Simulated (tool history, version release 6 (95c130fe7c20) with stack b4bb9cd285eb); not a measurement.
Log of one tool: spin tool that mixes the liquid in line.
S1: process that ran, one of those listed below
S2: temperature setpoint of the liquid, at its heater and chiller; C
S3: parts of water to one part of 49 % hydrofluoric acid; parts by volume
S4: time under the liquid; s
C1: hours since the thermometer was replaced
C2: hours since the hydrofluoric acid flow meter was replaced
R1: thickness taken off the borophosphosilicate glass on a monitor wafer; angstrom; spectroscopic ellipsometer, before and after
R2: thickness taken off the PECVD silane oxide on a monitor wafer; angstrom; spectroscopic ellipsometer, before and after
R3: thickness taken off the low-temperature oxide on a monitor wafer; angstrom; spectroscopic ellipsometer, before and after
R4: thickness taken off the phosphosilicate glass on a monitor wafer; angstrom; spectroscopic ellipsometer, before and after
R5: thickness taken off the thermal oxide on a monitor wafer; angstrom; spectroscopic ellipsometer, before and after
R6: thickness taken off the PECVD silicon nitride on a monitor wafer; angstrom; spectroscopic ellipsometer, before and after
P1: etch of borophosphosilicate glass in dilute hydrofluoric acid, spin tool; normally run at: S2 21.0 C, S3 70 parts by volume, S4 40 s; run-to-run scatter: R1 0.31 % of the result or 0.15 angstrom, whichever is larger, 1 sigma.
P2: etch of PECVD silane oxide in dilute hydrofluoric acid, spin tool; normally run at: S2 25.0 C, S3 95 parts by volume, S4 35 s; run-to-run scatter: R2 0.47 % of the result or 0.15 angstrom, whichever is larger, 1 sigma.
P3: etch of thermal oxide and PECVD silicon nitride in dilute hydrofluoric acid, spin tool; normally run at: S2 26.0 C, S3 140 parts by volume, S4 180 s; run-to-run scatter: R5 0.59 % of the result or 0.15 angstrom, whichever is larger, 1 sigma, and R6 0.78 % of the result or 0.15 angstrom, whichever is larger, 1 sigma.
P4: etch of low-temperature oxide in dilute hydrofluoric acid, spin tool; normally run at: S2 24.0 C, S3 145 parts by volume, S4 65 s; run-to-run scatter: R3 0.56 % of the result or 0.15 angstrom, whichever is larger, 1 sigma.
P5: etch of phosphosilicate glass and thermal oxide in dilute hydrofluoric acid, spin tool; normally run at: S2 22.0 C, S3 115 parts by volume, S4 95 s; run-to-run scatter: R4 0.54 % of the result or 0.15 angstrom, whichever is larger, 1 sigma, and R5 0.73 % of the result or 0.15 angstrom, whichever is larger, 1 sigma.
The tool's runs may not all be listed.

| run | hour | S1 | S2 | S3 | S4 | C1 | C2 | R1 | R2 | R3 | R4 | R5 | R6 |
|---|---|---|---|---|---|---|---|---|---|---|---|---|---|
| 1 | 4.4 | P1 | 21.0 | 70 | 40 | 907.7 | 596.0 | 244.69 |  |  |  |  |  |
| 2 | 9.6 | P1 | 17.0 | 70 | 40 | 912.9 | 601.2 | 206.93 |  |  |  |  |  |
| 3 | 14.6 | P1 | 21.0 | 70 | 75 | 917.9 | 606.2 | 457.59 |  |  |  |  |  |
| 4 | 21.5 | P1 | 21.0 | 70 | 40 | 924.8 | 613.1 | 245.05 |  |  |  |  |  |
|  | 24.2 | thermometer replaced |
| 5 | 28.2 | P1 | 26.0 | 30 | 40 | 4.0 | 619.8 | 741.49 |  |  |  |  |  |
| 6 | 32.0 | P2 | 33.0 | 95 | 35 | 7.8 | 623.6 |  | 240.71 |  |  |  |  |
| 7 | 36.8 | P4 | 24.0 | 145 | 15 | 12.6 | 628.4 |  |  | 18.974 |  |  |  |
| 8 | 40.4 | P5 | 17.5 | 115 | 95 | 16.2 | 632.0 |  |  |  | 374.63 | 27.278 |  |
| 9 | 44.2 | P1 | 21.0 | 95 | 40 | 20.0 | 635.8 | 174.25 |  |  |  |  |  |
| 10 | 49.9 | P1 | 21.0 | 70 | 40 | 25.7 | 641.5 | 243.56 |  |  |  |  |  |
| 11 | 53.4 | P3 | 26.0 | 60 | 180 | 29.2 | 645.0 |  |  |  |  | 159.600 | 76.957 |
| 12 | 58.0 | P1 | 21.0 | 70 | 40 | 33.8 | 649.6 | 244.91 |  |  |  |  |  |
| 13 | 63.2 | P2 | 25.0 | 95 | 35 | 39.0 | 654.8 |  | 177.48 |  |  |  |  |
| 14 | 68.8 | P5 | 22.0 | 115 | 95 | 44.6 | 660.4 |  |  |  | 453.47 | 33.258 |  |
| 15 | 75.6 | P3 | 26.0 | 140 | 180 | 51.4 | 667.2 |  |  |  |  | 62.119 | 33.712 |
| 16 | 83.0 | P4 | 24.0 | 145 | 65 | 58.8 | 674.6 |  |  | 83.371 |  |  |  |
| 17 | 89.1 | P2 | 25.0 | 20 | 35 | 64.9 | 680.7 |  | 935.15 |  |  |  |  |
| 18 | 95.2 | P5 | 22.0 | 20 | 95 | 71.0 | 686.8 |  |  |  | 2910.20 | 213.550 |  |
| 19 | 100.2 | P4 | 28.0 | 145 | 65 | 76.0 | 691.8 |  |  | 97.247 |  |  |  |
| 20 | 105.2 | P1 | 21.0 | 70 | 20 | 81.0 | 696.8 | 122.32 |  |  |  |  |  |
| 21 | 109.2 | P3 | 20.5 | 140 | 180 | 85.0 | 700.8 |  |  |  |  | 50.300 | 23.459 |
| 22 | 113.9 | P1 | 21.0 | 25 | 40 | 89.7 | 705.5 | 722.93 |  |  |  |  |  |
| 23 | 118.4 | P2 | 25.0 | 95 | 65 | 94.2 | 710.0 |  | 327.96 |  |  |  |  |
| 24 | 121.9 | P3 | 26.0 | 140 | 180 | 97.7 | 713.5 |  |  |  |  | 62.264 | 33.220 |
| 25 | 126.3 | P4 | 24.0 | 35 | 65 | 102.1 | 717.9 |  |  | 396.210 |  |  |  |
| 26 | 131.9 | P1 | 21.0 | 45 | 75 | 107.7 | 723.5 | 735.43 |  |  |  |  |  |
| 27 | 136.7 | P2 | 25.0 | 95 | 35 | 112.5 | 728.3 |  | 177.02 |  |  |  |  |
| 28 | 143.1 | P1 | 21.0 | 70 | 40 | 118.9 | 734.7 | 243.79 |  |  |  |  |  |
| 29 | 150.7 | P1 | 21.0 | 70 | 40 | 126.5 | 742.3 | 245.01 |  |  |  |  |  |
| 30 | 154.9 | P5 | 22.0 | 115 | 180 | 130.7 | 746.5 |  |  |  | 843.52 | 61.935 |  |
| 31 | 162.3 | P3 | 26.0 | 140 | 360 | 138.1 | 753.9 |  |  |  |  | 122.930 | 66.515 |
| 32 | 165.7 | P1 | 24.5 | 70 | 40 | 141.5 | 757.3 | 281.07 |  |  |  |  |  |
| 33 | 170.7 | P1 | 21.0 | 70 | 40 | 146.5 | 762.3 | 243.69 |  |  |  |  |  |
| 34 | 174.2 | P1 | 21.0 | 70 | 40 | 150.0 | 765.8 | 239.55 |  |  |  |  |  |
| 35 | 178.8 | P1 | 21.0 | 70 | 40 | 154.6 | 770.4 | 234.50 |  |  |  |  |  |
| 36 | 184.9 | P1 | 21.0 | 70 | 40 | 160.7 | 776.5 | 230.40 |  |  |  |  |  |
| 37 | 192.5 | P1 | 21.0 | 70 | 40 | 168.3 | 784.1 | 226.98 |  |  |  |  |  |
| 38 | 198.3 | P1 | 21.0 | 70 | 40 | 174.1 | 789.9 | 225.50 |  |  |  |  |  |
| 39 | 202.4 | P1 | 21.0 | 70 | 40 | 178.2 | 794.0 | 225.16 |  |  |  |  |  |
| 40 | 206.4 | P1 | 21.0 | 70 | 40 | 182.2 | 798.0 | 221.91 |  |  |  |  |  |
| 41 | 213.7 | P1 | 21.0 | 70 | 40 | 189.5 | 805.3 | 222.05 |  |  |  |  |  |
| 42 | 219.4 | P1 | 21.0 | 70 | 40 | 195.2 | 811.0 | 222.59 |  |  |  |  |  |
| 43 | 224.1 | P1 | 21.0 | 70 | 40 | 199.9 | 815.7 | 221.73 |  |  |  |  |  |
| 44 | 230.1 | P1 | 21.0 | 70 | 40 | 205.9 | 821.7 | 220.37 |  |  |  |  |  |

What P1 gives has crept away from where it was. These 2 causes fit the log equally well, each at the size given:
A: liquid colder than its thermometer reads (K) = 2.3
B: hydrofluoric acid flow below the setpoint (%) = 8.47
The creep began at about hour 170.7.

4 check runs are offered, one wafer each, their results left as question marks. Which one tells the causes apart?
| check 1 | 236.1 | P3 | 26.0 | 95 | 340 |  |  |  |  |  |  | ? | ? |
| check 2 | 236.1 | P5 | 19.0 | 50 | 95 |  |  |  |  |  | ? | ? |  |
| check 3 | 236.1 | P2 | 25.0 | 55 | 60 |  |  |  | ? |  |  |  |  |
| check 4 | 236.1 | P4 | 24.0 | 50 | 15 |  |  |  |  | ? |  |  |  |

What each check would give under each cause:
| check | result | if A | if B |
|---|---|---|---|
| check 1 | R5 | 166.730 | 165.230 |
| check 1 | R6 | 80.046 | 85.250 |
| check 2 | R4 | 892.50 | 897.31 |
| check 2 | R5 | 65.596 | 65.950 |
| check 3 | R2 | 503.92 | 503.43 |
| check 4 | R3 | 56.816 | 56.864 |
How far apart the two closest causes lie, in the result that separates them most: check 1 6.3 %; check 2 0.54 %; check 3 0.1 %; check 4 0.08 %
Only check 1 tells the causes apart: in the others they would give nearly the same result.

Then check 1 was run and gave: R5 164.970 angstrom; R6 85.432 angstrom. Which cause is it?

It is B: hydrofluoric acid flow below the setpoint (%).
